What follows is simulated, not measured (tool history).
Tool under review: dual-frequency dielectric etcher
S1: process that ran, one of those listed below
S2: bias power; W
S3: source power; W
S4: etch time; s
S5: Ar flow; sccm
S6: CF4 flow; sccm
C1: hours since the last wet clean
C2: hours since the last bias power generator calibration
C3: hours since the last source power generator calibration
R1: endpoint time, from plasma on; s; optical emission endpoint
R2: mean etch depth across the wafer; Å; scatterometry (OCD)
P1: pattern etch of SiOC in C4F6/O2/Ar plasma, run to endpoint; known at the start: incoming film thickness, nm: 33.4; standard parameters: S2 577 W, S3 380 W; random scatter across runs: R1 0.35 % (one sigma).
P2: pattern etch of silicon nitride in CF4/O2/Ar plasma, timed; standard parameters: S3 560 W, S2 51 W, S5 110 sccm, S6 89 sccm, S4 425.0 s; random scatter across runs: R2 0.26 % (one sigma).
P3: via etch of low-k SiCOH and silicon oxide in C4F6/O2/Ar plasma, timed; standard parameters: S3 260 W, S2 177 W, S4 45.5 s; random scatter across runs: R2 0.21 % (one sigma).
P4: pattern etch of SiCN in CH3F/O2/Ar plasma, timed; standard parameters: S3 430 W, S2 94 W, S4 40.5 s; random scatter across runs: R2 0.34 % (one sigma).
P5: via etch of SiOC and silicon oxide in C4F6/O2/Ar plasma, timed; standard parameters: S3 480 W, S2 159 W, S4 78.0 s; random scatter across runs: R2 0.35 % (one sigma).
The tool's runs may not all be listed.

Run 1, hour 10.0: S1 P1, S2 577 W, S3 380 W; C1 211.5; C2 930.2; C3 2668.1. Result: R1 10.6350 s.
Run 2, hour 20.1: S1 P4, S2 67 W, S3 430 W, S4 40.5 s; C1 221.6; C2 940.3; C3 2678.2. Result: R2 151.15 Å.
Run 3, hour 30.1: S1 P5, S2 159 W, S3 480 W, S4 78.0 s; C1 231.6; C2 950.3; C3 2688.2. Result: R2 913.58 Å.
At hour 30.3: bias power generator calibrated.
Run 4, hour 43.4: S1 P1, S2 360 W, S3 380 W; C1 244.9; C2 13.1; C3 2701.5. Result: R1 12.6410 s.
Run 5, hour 49.6: S1 P1, S2 714 W, S3 380 W; C1 251.1; C2 19.3; C3 2707.7. Result: R1 9.7132 s.
Run 6, hour 62.6: S1 P3, S2 177 W, S3 260 W, S4 45.5 s; C1 264.1; C2 32.3; C3 2720.7. Result: R2 994.68 Å.
Run 7, hour 70.4: S1 P1, S2 468 W, S3 250 W; C1 271.9; C2 40.1; C3 2728.5. Result: R1 13.3730 s.
Run 8, hour 79.5: S1 P1, S2 755 W, S3 460 W; C1 281.0; C2 49.2; C3 2737.6. Result: R1 8.8878 s.
Run 9, hour 89.6: S1 P4, S2 94 W, S3 250 W, S4 40.5 s; C1 291.1; C2 59.3; C3 2747.7. Result: R2 139.68 Å.
Run 10, hour 97.5: S1 P2, S2 51 W, S3 560 W, S4 597.0 s, S5 110 sccm, S6 89 sccm; C1 299.0; C2 67.2; C3 2755.6. Result: R2 12260.00 Å.
Run 11, hour 107.4: S1 P2, S2 51 W, S3 560 W, S4 425.0 s, S5 110 sccm, S6 89 sccm; C1 308.9; C2 77.1; C3 2765.5. Result: R2 8665.10 Å.
Run 12, hour 116.4: S1 P2, S2 30 W, S3 560 W, S4 425.0 s, S5 110 sccm, S6 89 sccm; C1 317.9; C2 86.1; C3 2774.5. Result: R2 7187.10 Å.
Run 13, hour 128.1: S1 P1, S2 577 W, S3 280 W; C1 329.6; C2 97.8; C3 2786.2. Result: R1 11.8400 s.
Run 14, hour 134.5: S1 P5, S2 196 W, S3 480 W, S4 78.0 s; C1 336.0; C2 104.2; C3 2792.6. Result: R2 967.09 Å.
Run 15, hour 143.5: S1 P1, S2 577 W, S3 380 W; C1 345.0; C2 113.2; C3 2801.6. Result: R1 10.5800 s.
Run 16, hour 154.7: S1 P1, S2 577 W, S3 490 W; C1 356.2; C2 124.4; C3 2812.8. Result: R1 9.5863 s.
Run 17, hour 162.4: S1 P4, S2 94 W, S3 430 W, S4 40.5 s; C1 363.9; C2 132.1; C3 2820.5. Result: R2 170.74 Å.
Run 18, hour 172.6: S1 P1, S2 577 W, S3 380 W; C1 374.1; C2 142.3; C3 2830.7. Result: R1 10.5910 s.
Run 19, hour 180.7: S1 P5, S2 159 W, S3 360 W, S4 78.0 s; C1 382.2; C2 150.4; C3 2838.8. Result: R2 816.46 Å.
Run 20, hour 187.5: S1 P2, S2 51 W, S3 360 W, S4 425.0 s, S5 110 sccm, S6 89 sccm; C1 389.0; C2 157.2; C3 2845.6. Result: R2 5929.90 Å.
Run 21, hour 195.6: S1 P4, S2 94 W, S3 430 W, S4 49.5 s; C1 397.1; C2 165.3; C3 2853.7. Result: R2 209.40 Å.
Run 22, hour 203.3: S1 P2, S2 51 W, S3 560 W, S4 425.0 s, S5 110 sccm, S6 63 sccm; C1 404.8; C2 173.0; C3 2861.4. Result: R2 8279.30 Å.
Run 23, hour 213.3: S1 P3, S2 177 W, S3 260 W, S4 32.5 s; C1 414.8; C2 183.0; C3 2871.4. Result: R2 711.65 Å.
Run 24, hour 223.9: S1 P5, S2 159 W, S3 480 W, S4 47.0 s; C1 425.4; C2 193.6; C3 2882.0. Result: R2 547.07 Å.
At hour 224.5: source power generator calibrated.
Run 25, hour 234.1: S1 P3, S2 177 W, S3 210 W, S4 45.5 s; C1 435.6; C2 203.8; C3 9.6. Result: R2 913.44 Å.
Run 26, hour 243.3: S1 P4, S2 94 W, S3 430 W, S4 40.5 s; C1 444.8; C2 213.0; C3 18.8. Result: R2 171.94 Å.
Run 27, hour 256.3: S1 P1, S2 577 W, S3 380 W; C1 457.8; C2 226.0; C3 31.8. Result: R1 10.5440 s.
Run 28, hour 263.4: S1 P3, S2 113 W, S3 260 W, S4 45.5 s; C1 464.9; C2 233.1; C3 38.9. Result: R2 863.44 Å.
Run 29, hour 269.7: S1 P2, S2 51 W, S3 560 W, S4 425.0 s, S5 66 sccm, S6 89 sccm; C1 471.2; C2 239.4; C3 45.2. Result: R2 9256.70 Å.
Run 30, hour 277.4: S1 P1, S2 577 W, S3 380 W; C1 478.9; C2 247.1; C3 52.9. Result: R1 10.5680 s.
Run 31, hour 287.9: S1 P1, S2 577 W, S3 380 W; C1 489.4; C2 257.6; C3 63.4. Result: R1 10.6800 s.
Run 32, hour 295.5: S1 P1, S2 577 W, S3 380 W; C1 497.0; C2 265.2; C3 71.0. Result: R1 10.6890 s.
At hour 300.2: wet clean of the chamber.
Run 33, hour 305.4: S1 P1, S2 577 W, S3 380 W; C1 5.2; C2 275.1; C3 80.9. Result: R1 10.6880 s.
Run 34, hour 314.0: S1 P1, S2 577 W, S3 380 W; C1 13.8; C2 283.7; C3 89.5. Result: R1 10.7200 s.
Run 35, hour 324.6: S1 P1, S2 577 W, S3 380 W; C1 24.4; C2 294.3; C3 100.1. Result: R1 10.7850 s.
Run 36, hour 333.8: S1 P1, S2 577 W, S3 380 W; C1 33.6; C2 303.5; C3 109.3. Result: R1 10.6990 s.
Run 37, hour 340.0: S1 P1, S2 577 W, S3 380 W; C1 39.8; C2 309.7; C3 115.5. Result: R1 10.8330 s.

P1 has crept away from where it was. The log is fitted equally well by each of these 2 causes, at the sizes shown:
A: source power that arrives under what is set, % = 4.73
B: bias power that arrives under what is set, % = 4.56
The creep began at about hour 277.4.
Excluded causes, each with its reason:
chamber walls in a state that lowers the etch rate, %: work on it at hour 300.2, done after the drift set in, did not restore what the process gave before

Listed below are the offered check runs, one wafer per run, with question marks in place of results. For which of them would the causes give clearly different outcomes?
Run check 1, hour 346.2: S1 P5, S2 159 W, S3 480 W, S4 78.0 s. Result: R2 ?.
Run check 2, hour 346.2: S1 P3, S2 177 W, S3 260 W, S4 45.5 s. Result: R2 ?.
Run check 3, hour 346.2: S1 P2, S2 51 W, S3 560 W, S4 425.0 s, S5 110 sccm, S6 89 sccm. Result: R2 ?.
Run check 4, hour 346.2: S1 P4, S2 94 W, S3 430 W, S4 40.5 s. Result: R2 ?.

Predicted outcomes, by check and by cause:
  check  result     if A     if B
check 1      R2   893.17   897.31
check 2      R2   974.25   977.78
check 3      R2  8327.10  8531.60
check 4      R2   168.19   168.30
Per check, the gap between the least separated pair of causes, taken in the result that splits them most: check 1 0.46 %; check 2 0.36 %; check 3 2.43 %; check 4 0.07 %
Check 3 distinguishes between the causes, while the remaining checks would return nearly the same result for all of them.

The results of check 3 are: R2 8322.60 Å. Based on these, which of the listed causes is it?

It is A: source power that arrives under what is set, %.

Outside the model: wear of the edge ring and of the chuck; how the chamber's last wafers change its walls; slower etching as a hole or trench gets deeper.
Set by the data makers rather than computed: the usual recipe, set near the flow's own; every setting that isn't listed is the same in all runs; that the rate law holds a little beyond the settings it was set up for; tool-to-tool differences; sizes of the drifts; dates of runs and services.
